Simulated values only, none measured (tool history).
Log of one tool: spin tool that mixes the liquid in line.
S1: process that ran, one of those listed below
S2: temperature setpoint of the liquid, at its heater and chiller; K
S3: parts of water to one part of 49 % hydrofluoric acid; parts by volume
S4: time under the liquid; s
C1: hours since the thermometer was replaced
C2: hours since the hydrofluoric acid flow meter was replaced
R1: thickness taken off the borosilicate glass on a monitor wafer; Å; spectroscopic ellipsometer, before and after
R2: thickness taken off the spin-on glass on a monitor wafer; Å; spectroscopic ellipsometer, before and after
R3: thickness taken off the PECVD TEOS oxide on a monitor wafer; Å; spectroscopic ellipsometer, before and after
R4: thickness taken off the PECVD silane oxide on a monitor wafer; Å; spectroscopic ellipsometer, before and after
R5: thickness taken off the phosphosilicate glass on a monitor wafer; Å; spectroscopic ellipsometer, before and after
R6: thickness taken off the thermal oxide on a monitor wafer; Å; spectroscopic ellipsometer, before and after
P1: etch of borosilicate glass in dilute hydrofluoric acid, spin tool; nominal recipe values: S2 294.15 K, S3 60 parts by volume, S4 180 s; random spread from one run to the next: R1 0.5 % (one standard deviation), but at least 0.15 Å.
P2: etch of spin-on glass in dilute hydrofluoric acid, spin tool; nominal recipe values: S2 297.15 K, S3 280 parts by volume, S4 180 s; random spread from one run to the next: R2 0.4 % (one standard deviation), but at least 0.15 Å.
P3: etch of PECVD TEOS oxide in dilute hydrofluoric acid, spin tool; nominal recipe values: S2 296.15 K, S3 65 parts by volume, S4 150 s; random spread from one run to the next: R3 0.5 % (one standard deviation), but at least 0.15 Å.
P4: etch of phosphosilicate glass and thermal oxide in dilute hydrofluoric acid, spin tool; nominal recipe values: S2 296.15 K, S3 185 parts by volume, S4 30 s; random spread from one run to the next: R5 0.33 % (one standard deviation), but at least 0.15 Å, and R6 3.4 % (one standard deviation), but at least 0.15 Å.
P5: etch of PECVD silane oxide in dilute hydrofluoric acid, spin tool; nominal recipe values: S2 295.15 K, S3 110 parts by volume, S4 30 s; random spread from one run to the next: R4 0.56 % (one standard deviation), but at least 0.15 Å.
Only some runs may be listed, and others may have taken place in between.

run 1 day=0.338 | S1=P1 S2=294.15 S3=60 S4=180 | C1=638.3 C2=1059.6 | R1=475.320
run 2 day=0.942 | S1=P2 S2=297.15 S3=450 S4=180 | C1=652.8 C2=1074.1 | R2=130.870
run 3 day=1.367 | S1=P1 S2=294.15 S3=60 S4=180 | C1=663.0 C2=1084.3 | R1=470.190
run 4 day=1.850 | S1=P1 S2=294.15 S3=90 S4=180 | C1=674.6 C2=1095.9 | R1=307.060
run 5 day=2.496 | S1=P1 S2=294.15 S3=60 S4=180 | C1=690.1 C2=1111.4 | R1=478.260
run 6 day=3.188 | S1=P1 S2=294.15 S3=35 S4=180 | C1=706.7 C2=1128.0 | R1=843.440
run 7 day=3.554 | S1=P3 S2=296.15 S3=95 S4=150 | C1=715.5 C2=1136.8 | R3=263.170
run 8 day=3.938 | S1=P1 S2=290.15 S3=60 S4=40 | C1=724.7 C2=1146.0 | R1=88.995
run 9 day=4.671 | S1=P1 S2=294.15 S3=60 S4=180 | C1=742.3 C2=1163.6 | R1=473.420
run 10 day=5.062 | S1=P5 S2=295.15 S3=110 S4=60 | C1=751.7 C2=1173.0 | R4=191.130
run 11 day=5.658 | S1=P1 S2=294.15 S3=60 S4=265 | C1=766.0 C2=1187.3 | R1=701.800
run 12 day=6.321 | S1=P1 S2=290.15 S3=60 S4=180 | C1=781.9 C2=1203.2 | R1=398.580
run 13 day=7.012 | S1=P1 S2=294.15 S3=60 S4=180 | C1=798.5 C2=1219.8 | R1=475.290
run 14 day=7.521 | S1=P1 S2=294.15 S3=100 S4=290 | C1=810.7 C2=1232.0 | R1=439.670
run 15 day=8.279 | S1=P2 S2=297.15 S3=280 S4=20 | C1=828.9 C2=1250.2 | R2=27.411
run 16 day=9.033 | S1=P4 S2=291.65 S3=185 S4=30 | C1=847.0 C2=1268.3 | R5=90.472 R6=5.2103
run 17 day=9.571 | S1=P4 S2=296.15 S3=120 S4=30 | C1=859.9 C2=1281.2 | R5=179.520 R6=10.8340
run 18 day=10.258 | S1=P1 S2=294.15 S3=60 S4=180 | C1=876.4 C2=1297.7 | R1=475.340
run 19 day=10.829 | S1=P4 S2=296.15 S3=185 S4=30 | C1=890.1 C2=1311.4 | R5=107.880 R6=6.5592
run 20 day=11.204 | S1=P2 S2=303.65 S3=280 S4=180 | C1=899.1 C2=1320.4 | R2=305.400
run 21 day=11.575 | S1=P1 S2=294.15 S3=60 S4=70 | C1=908.0 C2=1329.3 | R1=185.490
run 22 day=12.183 | S1=P3 S2=296.15 S3=65 S4=15 | C1=922.6 C2=1343.9 | R3=40.021
run 23 day=12.608 | S1=P5 S2=295.15 S3=25 S4=30 | C1=932.8 C2=1354.1 | R4=462.670
run 24 day=13.012 | S1=P3 S2=296.15 S3=65 S4=150 | C1=942.5 C2=1363.8 | R3=398.500
run 25 day=13.712 | S1=P5 S2=290.15 S3=110 S4=30 | C1=959.3 C2=1380.6 | R4=77.854
run 26 day=14.162 | S1=P1 S2=302.15 S3=60 S4=180 | C1=970.1 C2=1391.4 | R1=647.370
run 27 day=14.654 | S1=P1 S2=294.15 S3=20 S4=280 | C1=981.9 C2=1403.2 | R1=2311.300
run 28 day=15.404 | S1=P2 S2=297.15 S3=280 S4=180 | C1=999.9 C2=1421.2 | R2=245.580
run 29 day=15.946 | S1=P5 S2=295.15 S3=110 S4=30 | C1=1012.9 C2=1434.2 | R4=94.768
run 30 day=16.338 | S1=P4 S2=296.15 S3=185 S4=15 | C1=1022.3 C2=1443.6 | R5=54.064 R6=3.0328
run 31 day=16.817 | S1=P2 S2=297.15 S3=280 S4=180 | C1=1033.8 C2=1455.1 | R2=246.030
run 32 day=17.379 | S1=P1 S2=294.15 S3=60 S4=180 | C1=1047.3 C2=1468.6 | R1=473.430
run 33 day=17.792 | S1=P3 S2=296.15 S3=65 S4=150 | C1=1057.2 C2=1478.5 | R3=398.340
run 34 day=18.458 | S1=P3 S2=300.15 S3=65 S4=150 | C1=1073.2 C2=1494.5 | R3=468.450
run 35 day=19.138 | S1=P1 S2=294.15 S3=60 S4=180 | C1=1089.5 C2=1510.8 | R1=471.450
run 36 day=19.817 | S1=P1 S2=294.15 S3=60 S4=180 | C1=1105.8 C2=1527.1 | R1=483.130
run 37 day=20.417 | S1=P1 S2=294.15 S3=60 S4=180 | C1=1120.2 C2=1541.5 | R1=493.700
run 38 day=21.129 | S1=P1 S2=294.15 S3=60 S4=180 | C1=1137.3 C2=1558.6 | R1=496.000
run 39 day=21.804 | S1=P1 S2=294.15 S3=60 S4=180 | C1=1153.5 C2=1574.8 | R1=498.940
run 40 day=22.300 | S1=P1 S2=294.15 S3=60 S4=180 | C1=1165.4 C2=1586.7 | R1=502.660
run 41 day=22.992 | S1=P1 S2=294.15 S3=60 S4=180 | C1=1182.0 C2=1603.3 | R1=503.290
run 42 day=23.329 | S1=P1 S2=294.15 S3=60 S4=180 | C1=1190.1 C2=1611.4 | R1=504.000

Forecast run 43:
run 43 day=23.812 | S1=P1 S2=294.15 S3=60 S4=180 | C1=1201.7 C2=1623.0 | R1=?

R1: 498.690 Å
